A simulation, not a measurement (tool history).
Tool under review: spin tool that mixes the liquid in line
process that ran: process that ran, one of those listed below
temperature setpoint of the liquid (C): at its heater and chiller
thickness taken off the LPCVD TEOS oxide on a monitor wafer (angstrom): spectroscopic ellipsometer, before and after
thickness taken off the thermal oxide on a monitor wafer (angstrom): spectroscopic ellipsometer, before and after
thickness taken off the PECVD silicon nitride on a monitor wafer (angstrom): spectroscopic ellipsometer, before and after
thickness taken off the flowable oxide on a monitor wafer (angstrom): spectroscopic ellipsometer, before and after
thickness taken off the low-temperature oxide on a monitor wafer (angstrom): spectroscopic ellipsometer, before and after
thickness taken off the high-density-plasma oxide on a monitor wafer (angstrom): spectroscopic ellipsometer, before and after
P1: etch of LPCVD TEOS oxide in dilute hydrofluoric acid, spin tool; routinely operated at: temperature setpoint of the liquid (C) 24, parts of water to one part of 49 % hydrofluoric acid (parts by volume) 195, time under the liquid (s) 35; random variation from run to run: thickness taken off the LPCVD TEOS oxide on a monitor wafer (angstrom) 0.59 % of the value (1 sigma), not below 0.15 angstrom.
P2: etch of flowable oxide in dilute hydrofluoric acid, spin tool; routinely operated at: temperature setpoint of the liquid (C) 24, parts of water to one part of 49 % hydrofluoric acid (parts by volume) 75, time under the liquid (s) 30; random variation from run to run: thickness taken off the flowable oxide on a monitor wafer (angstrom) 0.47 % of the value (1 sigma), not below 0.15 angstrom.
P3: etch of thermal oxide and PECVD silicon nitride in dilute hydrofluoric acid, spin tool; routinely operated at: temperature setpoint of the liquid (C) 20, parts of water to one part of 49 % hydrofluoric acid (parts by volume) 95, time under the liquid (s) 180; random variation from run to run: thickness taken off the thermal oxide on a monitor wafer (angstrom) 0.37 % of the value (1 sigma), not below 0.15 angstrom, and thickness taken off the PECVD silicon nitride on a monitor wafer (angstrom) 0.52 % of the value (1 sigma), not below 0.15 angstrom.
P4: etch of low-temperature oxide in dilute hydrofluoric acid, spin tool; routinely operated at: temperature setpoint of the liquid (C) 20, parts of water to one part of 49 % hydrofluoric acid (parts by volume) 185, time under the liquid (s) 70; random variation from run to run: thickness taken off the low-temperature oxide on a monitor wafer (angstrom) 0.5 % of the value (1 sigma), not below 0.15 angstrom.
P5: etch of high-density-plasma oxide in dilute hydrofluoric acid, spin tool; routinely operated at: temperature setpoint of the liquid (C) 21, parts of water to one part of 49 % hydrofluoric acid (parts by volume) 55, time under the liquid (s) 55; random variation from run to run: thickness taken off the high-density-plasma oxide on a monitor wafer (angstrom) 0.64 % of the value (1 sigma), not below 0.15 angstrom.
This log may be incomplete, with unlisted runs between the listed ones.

run     day  process that ran  temperature setpoint of the liquid (C)  parts of water to one part of 49 % hydrofluoric acid (parts by volume)  time under the liquid (s)  thickness taken off the LPCVD TEOS oxide on a monitor wafer (angstrom)  thickness taken off the thermal oxide on a monitor wafer (angstrom)  thickness taken off the PECVD silicon nitride on a monitor wafer (angstrom)  thickness taken off the flowable oxide on a monitor wafer (angstrom)  thickness taken off the low-temperature oxide on a monitor wafer (angstrom)  thickness taken off the high-density-plasma oxide on a monitor wafer (angstrom)
  1   0.562                P1                                      24                                                                     195                         35                                                                  47.356
  2    1.05                P3                                      20                                                                      95                        180                                                                                                                                       78.281                                                                       84.872
  3   1.492                P3                                      20                                                                      95                        360                                                                                                                                       156.61                                                                       169.86
  4   1.754                P2                                      24                                                                      75                         60                                                                                                                                                                                                                                                                                          300.94
  5   2.304                P1                                      24                                                                     195                         35                                                                  47.347
  6   2.638                P1                                      30                                                                     195                         35                                                                  58.831
  7   3.075                P4                                      20                                                                     185                        110                                                                                                                                                                                                                                                                                                                                                                       147.44
  8   3.596                P3                                      20                                                                     155                        180                                                                                                                                       45.155                                                                       52.762
  9   4.129                P5                                      21                                                                     105                         55                                                                                                                                                                                                                                                                                                                                                                                                                                                        23.453
 10   4.575                P4                                      20                                                                      95                         70                                                                                                                                                                                                                                                                                                                                                                       202.06
 11   4.862                P1                                      24                                                                     195                         35                                                                  47.915
 12   5.192                P5                                      17                                                                      55                         55                                                                                                                                                                                                                                                                                                                                                                                                                                                        39.982
 13   5.629                P4                                      27                                                                     185                         70                                                                                                                                                                                                                                                                                                                                                                       122.48
 14       6                P4                                      20                                                                     185                         70                                                                                                                                                                                                                                                                                                                                                                       93.613
 15   6.321                P1                                      24                                                                      55                         35                                                                  197.18
      6.738  -- hydrofluoric acid flow meter replaced
 16   6.838                P1                                      24                                                                     195                         35                                                                  47.488
 17   7.212                P1                                      24                                                                     195                         20                                                                  27.248
 18   7.717                P5                                      21                                                                      55                         15                                                                                                                                                                                                                                                                                                                                                                                                                                                        12.818
 19   8.225                P5                                      21                                                                      55                         55                                                                                                                                                                                                                                                                                                                                                                                                                                                        47.555
 20   8.629                P1                                    19.5                                                                     195                         35                                                                  40.058
 21   9.104                P1                                      24                                                                     195                         35                                                                  47.603
 22   9.467                P1                                    19.5                                                                     195                         55                                                                  63.175
 23   9.912                P2                                      24                                                                     135                         30                                                                                                                                                                                                                                                                                          77.413
     10.258  -- thermometer replaced
 24  10.496                P3                                    23.5                                                                      95                        180                                                                                                                                       90.429                                                                       106.88
 25  10.988                P1                                      24                                                                     195                         55                                                                  74.189
 26  11.533                P1                                      24                                                                     195                         35                                                                  47.136
 27  11.821                P1                                      24                                                                     195                         35                                                                  47.613
 28  12.238                P1                                      24                                                                     275                         35                                                                   31.07
 29  12.533                P2                                      24                                                                      75                         30                                                                                                                                                                                                                                                                                          152.52
 30  12.958                P2                                    18.5                                                                      75                         30                                                                                                                                                                                                                                                                                           121.5
 31  13.412                P1                                      24                                                                     195                         35                                                                  47.794
 32  13.754                P1                                      24                                                                     195                         35                                                                  46.271
 33  14.038                P1                                      24                                                                     195                         35                                                                  46.014
 34  14.562                P1                                      24                                                                     195                         35                                                                  45.354
 35  15.092                P1                                      24                                                                     195                         35                                                                  44.742
 36  15.442                P1                                      24                                                                     195                         35                                                                  44.722
 37  16.021                P1                                      24                                                                     195                         35                                                                  44.349

Compared with where it was, what P1 gives has crept away. Each cause listed below fits the log as well as the rest, at the size given for it:
A: hydrofluoric acid flow below the setpoint (%) = 4.8
B: liquid colder than its thermometer reads (K) = 1.6
Creep in the process output first set in at about day 13.412.

Of the 4 check runs listed below, each run on one wafer and each result written as a question mark, which would let you distinguish the listed causes because they would give clearly different results?
check 1  16.6                P4                                      20                                                                     185                         70                                                                                                                                                                                                                                                                                                                                                                            ?
check 2  16.6                P2                                      24                                                                      75                         30                                                                                                                                                                                                                                                                                               ?
check 3  16.6                P3                                      20                                                                      95                        180                                                                                                                                            ?                                                                            ?
check 4  16.6                P5                                      21                                                                      55                         55                                                                                                                                                                                                                                                                                                                                                                                                                                                             ?

If the cause were each of the candidates in turn, the checks would give the following:
  check                                                                           result    if A    if B
check 1      thickness taken off the low-temperature oxide on a monitor wafer (angstrom)  88.548  88.159
check 2             thickness taken off the flowable oxide on a monitor wafer (angstrom)  143.86  142.28
check 3              thickness taken off the thermal oxide on a monitor wafer (angstrom)  74.018  73.147
check 3      thickness taken off the PECVD silicon nitride on a monitor wafer (angstrom)  81.072  76.211
check 4  thickness taken off the high-density-plasma oxide on a monitor wafer (angstrom)  44.922  44.249
Per check, the gap between the least separated pair of causes, taken in the result that splits them most: check 1 0.44 %; check 2 1.1 %; check 3 6.18 %; check 4 1.51 %
The causes can be told apart only by check 3. The other checks would give nearly the same results under each of them.

Check 3 was carried out, with these results: thickness taken off the thermal oxide on a monitor wafer (angstrom) 74.424; thickness taken off the PECVD silicon nitride on a monitor wafer (angstrom) 81.253. Which of the listed causes is responsible?

It is A: hydrofluoric acid flow below the setpoint (%).
